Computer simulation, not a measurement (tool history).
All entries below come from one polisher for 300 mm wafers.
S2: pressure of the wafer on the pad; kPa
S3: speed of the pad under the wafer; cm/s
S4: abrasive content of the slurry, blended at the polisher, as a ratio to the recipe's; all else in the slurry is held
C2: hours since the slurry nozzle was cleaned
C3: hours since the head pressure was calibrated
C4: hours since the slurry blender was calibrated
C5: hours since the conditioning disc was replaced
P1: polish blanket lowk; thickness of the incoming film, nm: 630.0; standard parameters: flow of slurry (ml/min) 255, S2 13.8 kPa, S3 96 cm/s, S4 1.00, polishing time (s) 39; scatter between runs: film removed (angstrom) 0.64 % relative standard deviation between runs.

{"run": 1, "day": 0.45, "flow of slurry (ml/min)": 255, "S2": 13.8, "S3": 96, "S4": 1.0, "polishing time (s)": 39, "wafers polished on this pad": 947, "C2": 606.6, "C3": 234.7, "C4": 131.7, "C5": 116.0, "film removed (angstrom)": 173.44}
{"run": 2, "day": 0.975, "flow of slurry (ml/min)": 255, "S2": 13.8, "S3": 68, "S4": 1.0, "polishing time (s)": 39, "wafers polished on this pad": 1176, "C2": 619.2, "C3": 247.3, "C4": 144.3, "C5": 128.6, "film removed (angstrom)": 132.5}
{"day": 1.271, "done": "conditioning disc replaced and pad reconditioned"}
{"run": 3, "day": 1.379, "flow of slurry (ml/min)": 255, "S2": 13.8, "S3": 96, "S4": 1.0, "polishing time (s)": 39, "wafers polished on this pad": 1352, "C2": 628.9, "C3": 257.0, "C4": 154.0, "C5": 2.6, "film removed (angstrom)": 176.13}
{"run": 4, "day": 1.912, "flow of slurry (ml/min)": 255, "S2": 13.8, "S3": 96, "S4": 1.0, "polishing time (s)": 52, "wafers polished on this pad": 1584, "C2": 641.7, "C3": 269.8, "C4": 166.8, "C5": 15.4, "film removed (angstrom)": 234.07}
{"run": 5, "day": 2.308, "flow of slurry (ml/min)": 255, "S2": 6.2, "S3": 96, "S4": 1.0, "polishing time (s)": 39, "wafers polished on this pad": 1757, "C2": 651.2, "C3": 279.3, "C4": 176.3, "C5": 24.9, "film removed (angstrom)": 79.16}
{"run": 6, "day": 2.85, "flow of slurry (ml/min)": 255, "S2": 13.8, "S3": 96, "S4": 1.0, "polishing time (s)": 39, "wafers polished on this pad": 1993, "C2": 664.2, "C3": 292.3, "C4": 189.3, "C5": 37.9, "film removed (angstrom)": 175.11}
{"run": 7, "day": 3.3, "flow of slurry (ml/min)": 255, "S2": 13.8, "S3": 96, "S4": 1.0, "polishing time (s)": 39, "wafers polished on this pad": 2189, "C2": 675.0, "C3": 303.1, "C4": 200.1, "C5": 48.7, "film removed (angstrom)": 176.31}
{"run": 8, "day": 3.708, "flow of slurry (ml/min)": 255, "S2": 13.8, "S3": 96, "S4": 1.4, "polishing time (s)": 39, "wafers polished on this pad": 2367, "C2": 684.8, "C3": 312.9, "C4": 209.9, "C5": 58.5, "film removed (angstrom)": 198.84}
{"run": 9, "day": 4.033, "flow of slurry (ml/min)": 255, "S2": 13.8, "S3": 96, "S4": 1.0, "polishing time (s)": 39, "wafers polished on this pad": 2509, "C2": 692.6, "C3": 320.7, "C4": 217.7, "C5": 66.3, "film removed (angstrom)": 176.41}
{"run": 10, "day": 4.417, "flow of slurry (ml/min)": 185, "S2": 13.8, "S3": 96, "S4": 1.0, "polishing time (s)": 39, "wafers polished on this pad": 2676, "C2": 701.8, "C3": 329.9, "C4": 226.9, "C5": 75.5, "film removed (angstrom)": 167.88}
{"run": 11, "day": 4.721, "flow of slurry (ml/min)": 155, "S2": 13.8, "S3": 96, "S4": 1.35, "polishing time (s)": 39, "wafers polished on this pad": 2808, "C2": 709.1, "C3": 337.2, "C4": 234.2, "C5": 82.8, "film removed (angstrom)": 186.14}
{"run": 12, "day": 5.029, "flow of slurry (ml/min)": 255, "S2": 13.8, "S3": 96, "S4": 1.0, "polishing time (s)": 18, "wafers polished on this pad": 2943, "C2": 716.5, "C3": 344.6, "C4": 241.6, "C5": 90.2, "film removed (angstrom)": 80.657}
{"day": 5.454, "done": "slurry blender recalibrated"}
{"run": 13, "day": 5.546, "flow of slurry (ml/min)": 395, "S2": 13.8, "S3": 96, "S4": 1.0, "polishing time (s)": 39, "wafers polished on this pad": 3168, "C2": 728.9, "C3": 357.0, "C4": 2.2, "C5": 102.6, "film removed (angstrom)": 181.26}
{"run": 14, "day": 5.983, "flow of slurry (ml/min)": 255, "S2": 13.8, "S3": 96, "S4": 0.55, "polishing time (s)": 39, "wafers polished on this pad": 3359, "C2": 739.4, "C3": 367.5, "C4": 12.7, "C5": 113.1, "film removed (angstrom)": 127.38}
{"run": 15, "day": 6.375, "flow of slurry (ml/min)": 255, "S2": 19.3, "S3": 96, "S4": 1.0, "polishing time (s)": 39, "wafers polished on this pad": 3529, "C2": 748.8, "C3": 376.9, "C4": 22.1, "C5": 122.5, "film removed (angstrom)": 244.62}
{"run": 16, "day": 6.688, "flow of slurry (ml/min)": 255, "S2": 13.8, "S3": 132, "S4": 1.0, "polishing time (s)": 39, "wafers polished on this pad": 3666, "C2": 756.3, "C3": 384.4, "C4": 29.6, "C5": 130.0, "film removed (angstrom)": 226.1}
{"run": 17, "day": 6.975, "flow of slurry (ml/min)": 255, "S2": 13.8, "S3": 96, "S4": 1.0, "polishing time (s)": 39, "wafers polished on this pad": 3791, "C2": 763.2, "C3": 391.3, "C4": 36.5, "C5": 136.9, "film removed (angstrom)": 175.08}
{"run": 18, "day": 7.383, "flow of slurry (ml/min)": 255, "S2": 13.8, "S3": 96, "S4": 1.0, "polishing time (s)": 39, "wafers polished on this pad": 3969, "C2": 773.0, "C3": 401.1, "C4": 46.3, "C5": 146.7, "film removed (angstrom)": 166.25}
{"run": 19, "day": 7.633, "flow of slurry (ml/min)": 255, "S2": 13.8, "S3": 96, "S4": 1.0, "polishing time (s)": 39, "wafers polished on this pad": 4078, "C2": 779.0, "C3": 407.1, "C4": 52.3, "C5": 152.7, "film removed (angstrom)": 163.26}
{"run": 20, "day": 8.133, "flow of slurry (ml/min)": 255, "S2": 13.8, "S3": 96, "S4": 1.0, "polishing time (s)": 39, "wafers polished on this pad": 4296, "C2": 791.0, "C3": 419.1, "C4": 64.3, "C5": 164.7, "film removed (angstrom)": 159.12}
{"day": 8.142, "done": "worn pad replaced by a new one"}
{"day": 8.167, "done": "slurry nozzle cleaned"}
{"run": 21, "day": 8.538, "flow of slurry (ml/min)": 255, "S2": 13.8, "S3": 96, "S4": 1.0, "polishing time (s)": 39, "wafers polished on this pad": 173, "C2": 9.0, "C3": 428.8, "C4": 74.0, "C5": 174.4, "film removed (angstrom)": 158.4}
{"day": 8.738, "done": "conditioning disc replaced and pad reconditioned"}
{"run": 22, "day": 8.775, "flow of slurry (ml/min)": 255, "S2": 13.8, "S3": 96, "S4": 1.0, "polishing time (s)": 39, "wafers polished on this pad": 276, "C2": 14.7, "C3": 434.5, "C4": 79.7, "C5": 0.9, "film removed (angstrom)": 157.23}
{"run": 23, "day": 9.154, "flow of slurry (ml/min)": 255, "S2": 13.8, "S3": 96, "S4": 1.0, "polishing time (s)": 39, "wafers polished on this pad": 441, "C2": 23.8, "C3": 443.6, "C4": 88.8, "C5": 10.0, "film removed (angstrom)": 155.8}
{"run": 24, "day": 9.417, "flow of slurry (ml/min)": 255, "S2": 13.8, "S3": 96, "S4": 1.0, "polishing time (s)": 39, "wafers polished on this pad": 556, "C2": 30.1, "C3": 449.9, "C4": 95.1, "C5": 16.3, "film removed (angstrom)": 156.57}
{"run": 25, "day": 9.862, "flow of slurry (ml/min)": 255, "S2": 13.8, "S3": 96, "S4": 1.0, "polishing time (s)": 39, "wafers polished on this pad": 750, "C2": 40.8, "C3": 460.6, "C4": 105.8, "C5": 27.0, "film removed (angstrom)": 155.63}

The output of P1 has drifted from where it used to be. Each of the 2 causes below, taken at the size shown beside it, accounts for the log equally well:
A: head's pressure below its setpoint, % = 10.9
B: abrasive missing from the slurry, % = 21.3
The drift started at roughly day 6.975.
The rest of the possible causes, and what rules out each one:
removal rate lost through wear of the pad, %: serviced at day 8.142, after the change had begun; the process did not return to its earlier output
slurry flow missing at the pad, %: serviced at day 8.167, after the change had begun; the process did not return to its earlier output
time polished since the conditioner stopped cutting, s: serviced at day 8.738, after the change had begun; the process did not return to its earlier output

You are offered 4 check runs, listed below with question marks in place of their results; each one averages 5 wafers. Which run separates the listed causes by giving clearly different results for each?
{"run": "check 1", "day": 10.308, "flow of slurry (ml/min)": 255, "S2": 18.6, "S3": 96, "S4": 0.7, "polishing time (s)": 39, "film removed (angstrom)": "?"}
{"run": "check 2", "day": 10.308, "flow of slurry (ml/min)": 315, "S2": 13.8, "S3": 96, "S4": 1.0, "polishing time (s)": 39, "film removed (angstrom)": "?"}
{"run": "check 3", "day": 10.308, "flow of slurry (ml/min)": 255, "S2": 7.6, "S3": 130, "S4": 1.0, "polishing time (s)": 39, "film removed (angstrom)": "?"}
{"run": "check 4", "day": 10.308, "flow of slurry (ml/min)": 255, "S2": 9.0, "S3": 74, "S4": 1.0, "polishing time (s)": 39, "film removed (angstrom)": "?"}

If the cause were each of the candidates in turn, the checks would give the following:
check=check_1 result=film_removed_(angstrom) if_A=176.060 if_B=172.260
check=check_2 result=film_removed_(angstrom) if_A=158.950 if_B=158.850
check=check_3 result=film_removed_(angstrom) if_A=109.230 if_B=109.160
check=check_4 result=film_removed_(angstrom) if_A=82.246 if_B=82.195
Smallest distance between any two causes, each pair judged by its most separating result, in per cent: check 1 2.18 %; check 2 0.06 %; check 3 0.06 %; check 4 0.06 %
Check 1 tells the causes apart: in the others they would give nearly the same result.

Here is what check 1 returned: film removed (angstrom) 171.960. Which cause is it?

The correct cause is B, namely: abrasive missing from the slurry, %.

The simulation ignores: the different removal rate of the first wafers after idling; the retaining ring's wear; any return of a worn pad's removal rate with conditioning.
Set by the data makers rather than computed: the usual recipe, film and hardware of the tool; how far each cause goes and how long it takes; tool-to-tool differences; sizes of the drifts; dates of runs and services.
